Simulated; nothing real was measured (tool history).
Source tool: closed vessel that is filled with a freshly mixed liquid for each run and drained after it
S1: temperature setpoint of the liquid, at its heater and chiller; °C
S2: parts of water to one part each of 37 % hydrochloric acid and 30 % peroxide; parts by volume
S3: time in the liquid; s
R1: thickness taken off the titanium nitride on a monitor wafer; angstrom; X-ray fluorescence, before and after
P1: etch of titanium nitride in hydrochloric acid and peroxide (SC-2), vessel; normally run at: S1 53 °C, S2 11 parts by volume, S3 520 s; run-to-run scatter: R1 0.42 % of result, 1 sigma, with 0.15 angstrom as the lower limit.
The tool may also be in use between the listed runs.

Run 1, hour 5: S1 53 °C, S2 11 parts by volume, S3 520 s. Result: R1 145.12 angstrom.
Run 2, hour 10.6: S1 53 °C, S2 11 parts by volume, S3 90 s. Result: R1 24.995 angstrom.
Run 3, hour 18.8: S1 53 °C, S2 11 parts by volume, S3 520 s. Result: R1 144.28 angstrom.
Run 4, hour 24.6: S1 39 °C, S2 11 parts by volume, S3 520 s. Result: R1 55.239 angstrom.
Run 5, hour 28.9: S1 68.5 °C, S2 11 parts by volume, S3 520 s. Result: R1 378.26 angstrom.
Run 6, hour 33.3: S1 53 °C, S2 11 parts by volume, S3 520 s. Result: R1 145.57 angstrom.
Run 7, hour 39.2: S1 53 °C, S2 11 parts by volume, S3 520 s. Result: R1 144.22 angstrom.
Run 8, hour 44.9: S1 67 °C, S2 11 parts by volume, S3 275 s. Result: R1 182.82 angstrom.
Run 9, hour 50.1: S1 53 °C, S2 11 parts by volume, S3 520 s. Result: R1 144.46 angstrom.
Run 10, hour 59.6: S1 53 °C, S2 11 parts by volume, S3 880 s. Result: R1 242.81 angstrom.
Run 11, hour 67.2: S1 53 °C, S2 18.5 parts by volume, S3 520 s. Result: R1 91.85 angstrom.
Run 12, hour 74.9: S1 53 °C, S2 4 parts by volume, S3 520 s. Result: R1 314.26 angstrom.
Run 13, hour 80.3: S1 53 °C, S2 11 parts by volume, S3 520 s. Result: R1 143.95 angstrom.
Run 14, hour 88.4: S1 53 °C, S2 11 parts by volume, S3 520 s. Result: R1 149.03 angstrom.
Run 15, hour 94.7: S1 53 °C, S2 11 parts by volume, S3 520 s. Result: R1 151.06 angstrom.
Run 16, hour 104: S1 53 °C, S2 11 parts by volume, S3 520 s. Result: R1 155.08 angstrom.
Run 17, hour 110.8: S1 53 °C, S2 11 parts by volume, S3 520 s. Result: R1 156.47 angstrom.
Run 18, hour 116.8: S1 53 °C, S2 11 parts by volume, S3 520 s. Result: R1 156.36 angstrom.
Run 19, hour 124.7: S1 53 °C, S2 11 parts by volume, S3 520 s. Result: R1 157.58 angstrom.
Run 20, hour 131.6: S1 53 °C, S2 11 parts by volume, S3 520 s. Result: R1 158.68 angstrom.
Run 21, hour 140.5: S1 53 °C, S2 11 parts by volume, S3 520 s. Result: R1 156.78 angstrom.
Run 22, hour 147.1: S1 53 °C, S2 11 parts by volume, S3 520 s. Result: R1 157.64 angstrom.

The output of P1 has drifted from where it used to be. Each of the 2 causes below, taken at the size shown beside it, accounts for the log equally well:
A: liquid hotter than its thermometer reads (K) = 1.32
B: chemicals flow above the setpoint (%) = 10.7
Creep in the process output first set in at about hour 80.3.
Each remaining cause and why it is not a fit:
peroxide weaker than its label (%): 8 at the very most, moving R1 by -7.4 %, which is either too weak or the wrong sign

4 check runs are offered, each on 2 wafers whose results are averaged, their results left as question marks. Which one tells the causes apart?
Run check 1, hour 153.7: S1 65.5 °C, S2 11 parts by volume, S3 520 s. Result: R1 ?.
Run check 2, hour 153.7: S1 43.5 °C, S2 15 parts by volume, S3 520 s. Result: R1 ?.
Run check 3, hour 153.7: S1 53 °C, S2 7.5 parts by volume, S3 520 s. Result: R1 ?.
Run check 4, hour 153.7: S1 42 °C, S2 4 parts by volume, S3 520 s. Result: R1 ?.

Expected result of each check under each candidate cause:
  check  result    if A    if B
check 1      R1  344.53  346.42
check 2      R1  63.873  63.737
check 3      R1  215.74   214.3
check 4      R1  163.13  159.03
Distance between the nearest two causes, measured in the result of the check that separates them most: check 1 0.55 %; check 2 0.21 %; check 3 0.67 %; check 4 2.55 %
The other checks would show nearly matching results whichever cause is true, so check 4 is the only one that separates the causes.

Then check 4 was run and gave: R1 162.99 angstrom. Which cause is it?

The cause is A: liquid hotter than its thermometer reads (K).

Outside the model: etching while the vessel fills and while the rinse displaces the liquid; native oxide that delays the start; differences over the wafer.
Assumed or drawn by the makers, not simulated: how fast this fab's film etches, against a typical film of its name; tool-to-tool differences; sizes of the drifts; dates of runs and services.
